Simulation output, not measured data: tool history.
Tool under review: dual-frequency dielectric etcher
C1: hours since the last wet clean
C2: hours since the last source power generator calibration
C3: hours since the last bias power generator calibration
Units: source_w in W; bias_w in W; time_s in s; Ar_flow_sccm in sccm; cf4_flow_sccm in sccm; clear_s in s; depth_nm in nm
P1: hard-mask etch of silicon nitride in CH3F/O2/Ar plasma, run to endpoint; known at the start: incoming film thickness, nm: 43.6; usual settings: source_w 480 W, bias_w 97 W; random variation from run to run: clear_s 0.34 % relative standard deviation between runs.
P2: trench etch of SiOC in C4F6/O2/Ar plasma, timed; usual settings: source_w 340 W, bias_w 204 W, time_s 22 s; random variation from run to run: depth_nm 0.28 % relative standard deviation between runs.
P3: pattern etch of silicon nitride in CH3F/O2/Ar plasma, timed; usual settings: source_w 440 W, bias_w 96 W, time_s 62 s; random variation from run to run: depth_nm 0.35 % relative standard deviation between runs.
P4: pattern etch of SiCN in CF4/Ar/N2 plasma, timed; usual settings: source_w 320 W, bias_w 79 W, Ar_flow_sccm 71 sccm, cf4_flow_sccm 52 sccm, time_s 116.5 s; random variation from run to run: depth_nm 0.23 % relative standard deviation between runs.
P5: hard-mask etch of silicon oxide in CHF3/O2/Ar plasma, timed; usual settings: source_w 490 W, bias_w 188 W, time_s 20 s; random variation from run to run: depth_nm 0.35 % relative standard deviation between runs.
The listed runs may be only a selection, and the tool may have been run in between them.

{"run": 1, "hour": 9.6, "process": "P1", "source_w": 480, "bias_w": 97, "C1": 387.4, "C2": 1809.2, "C3": 2336.2, "clear_s": 53.007}
{"run": 2, "hour": 19.9, "process": "P5", "source_w": 670, "bias_w": 188, "time_s": 20, "C1": 397.7, "C2": 1819.5, "C3": 2346.5, "depth_nm": 40.351}
{"run": 3, "hour": 25.4, "process": "P1", "source_w": 590, "bias_w": 97, "C1": 403.2, "C2": 1825, "C3": 2352, "clear_s": 49.368}
{"run": 4, "hour": 35.3, "process": "P4", "source_w": 320, "bias_w": 79, "time_s": 116.5, "Ar_flow_sccm": 71, "cf4_flow_sccm": 52, "C1": 413.1, "C2": 1834.9, "C3": 2361.9, "depth_nm": 76.921}
{"run": 5, "hour": 44.7, "process": "P1", "source_w": 300, "bias_w": 118, "C1": 422.5, "C2": 1844.3, "C3": 2371.3, "clear_s": 58.764}
{"run": 6, "hour": 54.1, "process": "P1", "source_w": 480, "bias_w": 80, "C1": 431.9, "C2": 1853.7, "C3": 2380.7, "clear_s": 56.685}
{"run": 7, "hour": 62.6, "process": "P1", "source_w": 480, "bias_w": 97, "C1": 440.4, "C2": 1862.2, "C3": 2389.2, "clear_s": 52.933}
{"run": 8, "hour": 67.7, "process": "P5", "source_w": 490, "bias_w": 188, "time_s": 20, "C1": 445.5, "C2": 1867.3, "C3": 2394.3, "depth_nm": 36.042}
{"run": 9, "hour": 74.2, "process": "P3", "source_w": 440, "bias_w": 96, "time_s": 79.5, "C1": 452, "C2": 1873.8, "C3": 2400.8, "depth_nm": 62.784}
{"run": 10, "hour": 80.4, "process": "P2", "source_w": 340, "bias_w": 285, "time_s": 22, "C1": 458.2, "C2": 1880, "C3": 2407, "depth_nm": 51.211}
{"run": 11, "hour": 86.2, "process": "P2", "source_w": 470, "bias_w": 204, "time_s": 22, "C1": 464, "C2": 1885.8, "C3": 2412.8, "depth_nm": 52.287}
{"run": 12, "hour": 94.7, "process": "P4", "source_w": 320, "bias_w": 79, "time_s": 165.5, "Ar_flow_sccm": 71, "cf4_flow_sccm": 52, "C1": 472.5, "C2": 1894.3, "C3": 2421.3, "depth_nm": 108.9}
{"run": 13, "hour": 102.7, "process": "P5", "source_w": 490, "bias_w": 188, "time_s": 12, "C1": 480.5, "C2": 1902.3, "C3": 2429.3, "depth_nm": 21.476}
{"run": 14, "hour": 109.6, "process": "P3", "source_w": 600, "bias_w": 96, "time_s": 62, "C1": 487.4, "C2": 1909.2, "C3": 2436.2, "depth_nm": 55.825}
{"run": 15, "hour": 118.5, "process": "P3", "source_w": 440, "bias_w": 96, "time_s": 62, "C1": 496.3, "C2": 1918.1, "C3": 2445.1, "depth_nm": 49.501}
{"run": 16, "hour": 127.6, "process": "P1", "source_w": 340, "bias_w": 117, "C1": 505.4, "C2": 1927.2, "C3": 2454.2, "clear_s": 56.606}
{"run": 17, "hour": 137.3, "process": "P4", "source_w": 400, "bias_w": 79, "time_s": 116.5, "Ar_flow_sccm": 71, "cf4_flow_sccm": 52, "C1": 515.1, "C2": 1936.9, "C3": 2463.9, "depth_nm": 92.999}
{"run": 18, "hour": 145.7, "process": "P2", "source_w": 340, "bias_w": 204, "time_s": 22, "C1": 523.5, "C2": 1945.3, "C3": 2472.3, "depth_nm": 45.872}
{"run": 19, "hour": 151.4, "process": "P5", "source_w": 490, "bias_w": 111, "time_s": 20, "C1": 529.2, "C2": 1951, "C3": 2478, "depth_nm": 30.363}
{"run": 20, "hour": 156.9, "process": "P2", "source_w": 340, "bias_w": 204, "time_s": 16, "C1": 534.7, "C2": 1956.5, "C3": 2483.5, "depth_nm": 33.336}
{"run": 21, "hour": 162.5, "process": "P3", "source_w": 440, "bias_w": 96, "time_s": 62, "C1": 540.3, "C2": 1962.1, "C3": 2489.1, "depth_nm": 49.614}
{"run": 22, "hour": 167.7, "process": "P1", "source_w": 480, "bias_w": 97, "C1": 545.5, "C2": 1967.3, "C3": 2494.3, "clear_s": 52.991}
{"run": 23, "hour": 176.8, "process": "P2", "source_w": 340, "bias_w": 204, "time_s": 22, "C1": 554.6, "C2": 1976.4, "C3": 2503.4, "depth_nm": 45.867}
{"run": 24, "hour": 186.9, "process": "P1", "source_w": 480, "bias_w": 97, "C1": 564.7, "C2": 1986.5, "C3": 2513.5, "clear_s": 53.264}
{"run": 25, "hour": 191.7, "process": "P1", "source_w": 480, "bias_w": 117, "C1": 569.5, "C2": 1991.3, "C3": 2518.3, "clear_s": 50.219}
{"run": 26, "hour": 197.9, "process": "P4", "source_w": 320, "bias_w": 95, "time_s": 116.5, "Ar_flow_sccm": 71, "cf4_flow_sccm": 52, "C1": 575.7, "C2": 1997.5, "C3": 2524.5, "depth_nm": 81.846}
{"run": 27, "hour": 205.1, "process": "P4", "source_w": 320, "bias_w": 79, "time_s": 116.5, "Ar_flow_sccm": 46, "cf4_flow_sccm": 52, "C1": 582.9, "C2": 2004.7, "C3": 2531.7, "depth_nm": 81.199}
{"run": 28, "hour": 213.0, "process": "P4", "source_w": 320, "bias_w": 79, "time_s": 116.5, "Ar_flow_sccm": 71, "cf4_flow_sccm": 33, "C1": 590.8, "C2": 2012.6, "C3": 2539.6, "depth_nm": 71.809}
{"run": 29, "hour": 218.5, "process": "P1", "source_w": 370, "bias_w": 97, "C1": 596.3, "C2": 2018.1, "C3": 2545.1, "clear_s": 58.646}
{"run": 30, "hour": 224.7, "process": "P3", "source_w": 440, "bias_w": 126, "time_s": 62, "C1": 602.5, "C2": 2024.3, "C3": 2551.3, "depth_nm": 54.756}
{"run": 31, "hour": 231.0, "process": "P1", "source_w": 480, "bias_w": 97, "C1": 608.8, "C2": 2030.6, "C3": 2557.6, "clear_s": 53.124}
{"run": 32, "hour": 237.4, "process": "P1", "source_w": 480, "bias_w": 97, "C1": 615.2, "C2": 2037, "C3": 2564, "clear_s": 52.888}
{"run": 33, "hour": 246.9, "process": "P1", "source_w": 480, "bias_w": 97, "C1": 624.7, "C2": 2046.5, "C3": 2573.5, "clear_s": 52.552}
{"run": 34, "hour": 256.1, "process": "P1", "source_w": 480, "bias_w": 97, "C1": 633.9, "C2": 2055.7, "C3": 2582.7, "clear_s": 52.661}
{"run": 35, "hour": 263.1, "process": "P1", "source_w": 480, "bias_w": 97, "C1": 640.9, "C2": 2062.7, "C3": 2589.7, "clear_s": 52.38}
{"run": 36, "hour": 269.7, "process": "P1", "source_w": 480, "bias_w": 97, "C1": 647.5, "C2": 2069.3, "C3": 2596.3, "clear_s": 52.567}
{"run": 37, "hour": 277.5, "process": "P1", "source_w": 480, "bias_w": 97, "C1": 655.3, "C2": 2077.1, "C3": 2604.1, "clear_s": 52.451}
{"run": 38, "hour": 283.5, "process": "P1", "source_w": 480, "bias_w": 97, "C1": 661.3, "C2": 2083.1, "C3": 2610.1, "clear_s": 52.493}
{"hour": 284.1, "done": "wet clean of the chamber"}
{"run": 39, "hour": 291.0, "process": "P1", "source_w": 480, "bias_w": 97, "C1": 7, "C2": 2090.6, "C3": 2617.6, "clear_s": 52.421}
{"run": 40, "hour": 299.6, "process": "P1", "source_w": 480, "bias_w": 97, "C1": 15.6, "C2": 2099.2, "C3": 2626.2, "clear_s": 52.427}
{"run": 41, "hour": 305.2, "process": "P1", "source_w": 480, "bias_w": 97, "C1": 21.2, "C2": 2104.8, "C3": 2631.8, "clear_s": 52.49}

The output of P1 has drifted from where it used to be. Each of the 2 causes below, taken at the size shown beside it, accounts for the log equally well:
A: source power that arrives over what is set, % = 4.64
B: bias power that arrives over what is set, % = 4.8
The process output started creeping at around hour 231.
Other possible causes, and why each is ruled out:
chamber walls in a state that raises the etch rate, %: work on it at hour 284.1, done after the drift set in, did not restore what the process gave before

Below are 4 check runs, each on a single wafer, with their results shown as question marks. Which of them would tell the listed causes apart, meaning the causes would give clearly different results under it?
{"run": "check 1", "hour": 310.8, "process": "P2", "source_w": 340, "bias_w": 204, "time_s": 22, "depth_nm": "?"}
{"run": "check 2", "hour": 310.8, "process": "P3", "source_w": 440, "bias_w": 96, "time_s": 62, "depth_nm": "?"}
{"run": "check 3", "hour": 310.8, "process": "P4", "source_w": 320, "bias_w": 79, "time_s": 116.5, "Ar_flow_sccm": 71, "cf4_flow_sccm": 52, "depth_nm": "?"}
{"run": "check 4", "hour": 310.8, "process": "P5", "source_w": 490, "bias_w": 188, "time_s": 20, "depth_nm": "?"}

What every check run would give for each of its results, assuming each possible cause in turn:
check=check_1 result=depth_nm if_A=46.702 if_B=46.609
check=check_2 result=depth_nm if_A=50.283 if_B=50.286
check=check_3 result=depth_nm if_A=79.787 if_B=77.991
check=check_4 result=depth_nm if_A=36.548 if_B=36.51
Minimum pairwise separation of causes per check, each pair taken at its best-separating result: check 1 0.2 %; check 2 0.01 %; check 3 2.28 %; check 4 0.11 %
Check 3 distinguishes between the causes, while the remaining checks would return nearly the same result for all of them.

Check 3 has now been run. It gave: depth_nm 77.803 nm. Which of the candidate causes is it?

It was cause B: bias power that arrives over what is set, %.

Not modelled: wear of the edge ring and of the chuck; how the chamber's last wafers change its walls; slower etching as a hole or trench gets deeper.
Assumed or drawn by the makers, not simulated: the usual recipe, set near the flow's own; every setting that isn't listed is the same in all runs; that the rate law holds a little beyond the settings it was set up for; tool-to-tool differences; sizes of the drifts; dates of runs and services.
